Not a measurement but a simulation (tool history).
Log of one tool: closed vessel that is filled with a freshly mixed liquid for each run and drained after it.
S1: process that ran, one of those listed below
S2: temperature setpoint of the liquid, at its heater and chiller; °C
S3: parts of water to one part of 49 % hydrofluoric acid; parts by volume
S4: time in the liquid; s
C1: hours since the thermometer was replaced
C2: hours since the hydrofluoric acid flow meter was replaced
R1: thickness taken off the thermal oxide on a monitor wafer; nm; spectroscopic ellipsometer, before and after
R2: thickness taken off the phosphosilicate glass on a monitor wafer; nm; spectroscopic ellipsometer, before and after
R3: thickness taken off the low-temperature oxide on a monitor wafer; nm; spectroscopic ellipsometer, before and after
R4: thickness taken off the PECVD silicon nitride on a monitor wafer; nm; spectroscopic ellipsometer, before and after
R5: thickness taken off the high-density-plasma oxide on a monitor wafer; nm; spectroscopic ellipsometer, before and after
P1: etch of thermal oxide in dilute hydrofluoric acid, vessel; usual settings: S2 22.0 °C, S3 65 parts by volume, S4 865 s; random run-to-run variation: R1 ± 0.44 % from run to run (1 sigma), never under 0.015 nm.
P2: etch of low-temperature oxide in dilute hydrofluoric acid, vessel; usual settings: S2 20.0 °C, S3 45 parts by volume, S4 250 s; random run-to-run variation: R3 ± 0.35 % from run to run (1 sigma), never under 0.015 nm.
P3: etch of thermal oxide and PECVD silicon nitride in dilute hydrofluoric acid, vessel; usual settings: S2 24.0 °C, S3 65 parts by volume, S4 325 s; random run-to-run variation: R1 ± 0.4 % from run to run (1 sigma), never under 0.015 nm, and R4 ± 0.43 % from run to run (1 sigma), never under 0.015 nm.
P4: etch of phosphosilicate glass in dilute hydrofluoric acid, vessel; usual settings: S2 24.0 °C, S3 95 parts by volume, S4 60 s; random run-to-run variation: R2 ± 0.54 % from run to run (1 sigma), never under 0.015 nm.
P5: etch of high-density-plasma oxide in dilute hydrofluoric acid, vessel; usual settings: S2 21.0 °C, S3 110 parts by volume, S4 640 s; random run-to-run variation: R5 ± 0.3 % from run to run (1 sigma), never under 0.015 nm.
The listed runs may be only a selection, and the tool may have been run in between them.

Run 1, hour 12.5: S1 P1, S2 22.0 °C, S3 65 parts by volume, S4 865 s; C1 382.0; C2 1550.7. Result: R1 57.6850 nm.
Run 2, hour 25.9: S1 P1, S2 26.5 °C, S3 65 parts by volume, S4 865 s; C1 395.4; C2 1564.1. Result: R1 69.3460 nm.
Run 3, hour 41.2: S1 P1, S2 22.0 °C, S3 65 parts by volume, S4 865 s; C1 410.7; C2 1579.4. Result: R1 57.6400 nm.
Run 4, hour 55.1: S1 P1, S2 22.0 °C, S3 65 parts by volume, S4 865 s; C1 424.6; C2 1593.3. Result: R1 57.7160 nm.
Run 5, hour 66.7: S1 P4, S2 31.0 °C, S3 95 parts by volume, S4 60 s; C1 436.2; C2 1604.9. Result: R2 159.64 nm.
Run 6, hour 77.1: S1 P1, S2 17.0 °C, S3 90 parts by volume, S4 865 s; C1 446.6; C2 1615.3. Result: R1 32.9960 nm.
Run 7, hour 89.0: S1 P1, S2 18.0 °C, S3 65 parts by volume, S4 865 s; C1 458.5; C2 1627.2. Result: R1 48.8480 nm.
At hour 94.0: hydrofluoric acid flow meter replaced.
Run 8, hour 104.2: S1 P4, S2 24.0 °C, S3 20 parts by volume, S4 60 s; C1 473.7; C2 10.2. Result: R2 634.49 nm.
Run 9, hour 118.7: S1 P1, S2 22.0 °C, S3 65 parts by volume, S4 1355 s; C1 488.2; C2 24.7. Result: R1 90.9660 nm.
Run 10, hour 128.3: S1 P2, S2 20.0 °C, S3 20 parts by volume, S4 250 s; C1 497.8; C2 34.3. Result: R3 126.830 nm.
Run 11, hour 136.2: S1 P3, S2 24.0 °C, S3 65 parts by volume, S4 325 s; C1 505.7; C2 42.2. Result: R1 22.8500 nm, R4 10.5290 nm.
Run 12, hour 152.6: S1 P1, S2 22.0 °C, S3 25 parts by volume, S4 865 s; C1 522.1; C2 58.6. Result: R1 158.1700 nm.
Run 13, hour 166.0: S1 P2, S2 20.0 °C, S3 45 parts by volume, S4 365 s; C1 535.5; C2 72.0. Result: R3 79.870 nm.
Run 14, hour 183.2: S1 P2, S2 25.0 °C, S3 45 parts by volume, S4 250 s; C1 552.7; C2 89.2. Result: R3 67.450 nm.
Run 15, hour 196.1: S1 P2, S2 20.0 °C, S3 45 parts by volume, S4 250 s; C1 565.6; C2 102.1. Result: R3 54.249 nm.
Run 16, hour 208.1: S1 P5, S2 21.0 °C, S3 110 parts by volume, S4 640 s; C1 577.6; C2 114.1. Result: R5 41.347 nm.
Run 17, hour 222.3: S1 P1, S2 22.0 °C, S3 65 parts by volume, S4 865 s; C1 591.8; C2 128.3. Result: R1 58.1820 nm.
Run 18, hour 240.1: S1 P5, S2 26.5 °C, S3 110 parts by volume, S4 640 s; C1 609.6; C2 146.1. Result: R5 51.084 nm.
Run 19, hour 254.9: S1 P4, S2 24.0 °C, S3 95 parts by volume, S4 100 s; C1 624.4; C2 160.9. Result: R2 203.56 nm.
Run 20, hour 263.9: S1 P2, S2 20.0 °C, S3 45 parts by volume, S4 250 s; C1 633.4; C2 169.9. Result: R3 54.433 nm.
At hour 270.5: thermometer replaced.
Run 21, hour 276.9: S1 P4, S2 24.0 °C, S3 95 parts by volume, S4 60 s; C1 6.5; C2 182.9. Result: R2 121.37 nm.
Run 22, hour 286.1: S1 P3, S2 24.0 °C, S3 65 parts by volume, S4 35 s; C1 15.7; C2 192.1. Result: R1 2.4655 nm, R4 1.1545 nm.
Run 23, hour 299.3: S1 P3, S2 17.0 °C, S3 65 parts by volume, S4 325 s; C1 28.9; C2 205.3. Result: R1 17.3070 nm, R4 6.5735 nm.
Run 24, hour 309.2: S1 P1, S2 22.0 °C, S3 65 parts by volume, S4 90 s; C1 38.8; C2 215.2. Result: R1 5.9884 nm.
Run 25, hour 321.0: S1 P3, S2 24.0 °C, S3 25 parts by volume, S4 325 s; C1 50.6; C2 227.0. Result: R1 63.2580 nm, R4 26.5450 nm.
Run 26, hour 334.7: S1 P1, S2 22.0 °C, S3 65 parts by volume, S4 865 s; C1 64.3; C2 240.7. Result: R1 57.7800 nm.
Run 27, hour 343.9: S1 P1, S2 22.0 °C, S3 65 parts by volume, S4 865 s; C1 73.5; C2 249.9. Result: R1 57.4030 nm.
Run 28, hour 352.5: S1 P5, S2 21.0 °C, S3 30 parts by volume, S4 640 s; C1 82.1; C2 258.5. Result: R5 166.200 nm.
Run 29, hour 364.4: S1 P5, S2 21.0 °C, S3 110 parts by volume, S4 1210 s; C1 94.0; C2 270.4. Result: R5 77.564 nm.
Run 30, hour 375.3: S1 P1, S2 26.0 °C, S3 100 parts by volume, S4 865 s; C1 104.9; C2 281.3. Result: R1 42.1510 nm.
Run 31, hour 391.4: S1 P1, S2 22.0 °C, S3 90 parts by volume, S4 865 s; C1 121.0; C2 297.4. Result: R1 40.4230 nm.
Run 32, hour 399.8: S1 P1, S2 22.0 °C, S3 65 parts by volume, S4 865 s; C1 129.4; C2 305.8. Result: R1 57.6550 nm.
Run 33, hour 414.1: S1 P1, S2 22.0 °C, S3 65 parts by volume, S4 865 s; C1 143.7; C2 320.1. Result: R1 59.1870 nm.
Run 34, hour 426.7: S1 P1, S2 22.0 °C, S3 65 parts by volume, S4 865 s; C1 156.3; C2 332.7. Result: R1 60.1230 nm.
Run 35, hour 444.5: S1 P1, S2 22.0 °C, S3 65 parts by volume, S4 865 s; C1 174.1; C2 350.5. Result: R1 61.5350 nm.
Run 36, hour 455.8: S1 P1, S2 22.0 °C, S3 65 parts by volume, S4 865 s; C1 185.4; C2 361.8. Result: R1 61.3430 nm.
Run 37, hour 469.5: S1 P1, S2 22.0 °C, S3 65 parts by volume, S4 865 s; C1 199.1; C2 375.5. Result: R1 61.7520 nm.
Run 38, hour 477.5: S1 P1, S2 22.0 °C, S3 65 parts by volume, S4 865 s; C1 207.1; C2 383.5. Result: R1 61.7290 nm.
Run 39, hour 495.3: S1 P1, S2 22.0 °C, S3 65 parts by volume, S4 865 s; C1 224.9; C2 401.3. Result: R1 61.8740 nm.
Run 40, hour 511.9: S1 P1, S2 22.0 °C, S3 65 parts by volume, S4 865 s; C1 241.5; C2 417.9. Result: R1 61.5730 nm.
Run 41, hour 520.8: S1 P1, S2 22.0 °C, S3 65 parts by volume, S4 865 s; C1 250.4; C2 426.8. Result: R1 62.3760 nm.
Run 42, hour 535.4: S1 P1, S2 22.0 °C, S3 65 parts by volume, S4 865 s; C1 265.0; C2 441.4. Result: R1 62.5060 nm.

P1 has crept away from where it was. The log is fitted equally well by each of these 2 causes, at the sizes shown:
A: hydrofluoric acid flow above the setpoint (%) = 7.02
B: liquid hotter than its thermometer reads (K) = 1.79
The process output started creeping at around hour 399.8.

Of the 4 check runs listed below, each run on one wafer and each result written as a question mark, which would let you distinguish the listed causes because they would give clearly different results?
Run check 1, hour 550.0: S1 P3, S2 24.0 °C, S3 65 parts by volume, S4 325 s. Result: R1 ?, R4 ?.
Run check 2, hour 550.0: S1 P5, S2 21.0 °C, S3 110 parts by volume, S4 640 s. Result: R5 ?.
Run check 3, hour 550.0: S1 P2, S2 20.0 °C, S3 45 parts by volume, S4 250 s. Result: R3 ?.
Run check 4, hour 550.0: S1 P4, S2 24.0 °C, S3 95 parts by volume, S4 60 s. Result: R2 ?.

If the cause were each of the candidates in turn, the checks would give the following:
  check  result     if A     if B
check 1      R1  24.8080  24.7820
check 1      R4  11.2780  11.8860
check 2      R5   44.441   44.251
check 3      R3   58.551   58.809
check 4      R2   130.70   130.05
Per check, the gap between the least separated pair of causes, taken in the result that splits them most: check 1 5.24 %; check 2 0.43 %; check 3 0.44 %; check 4 0.5 %
Check 1 is the one run that separates the causes; every other check would come out nearly the same whichever cause is at work.

Then check 1 was run and gave: R1 24.7080 nm; R4 11.2720 nm. Which cause is it?

It was cause A: hydrofluoric acid flow above the setpoint (%).
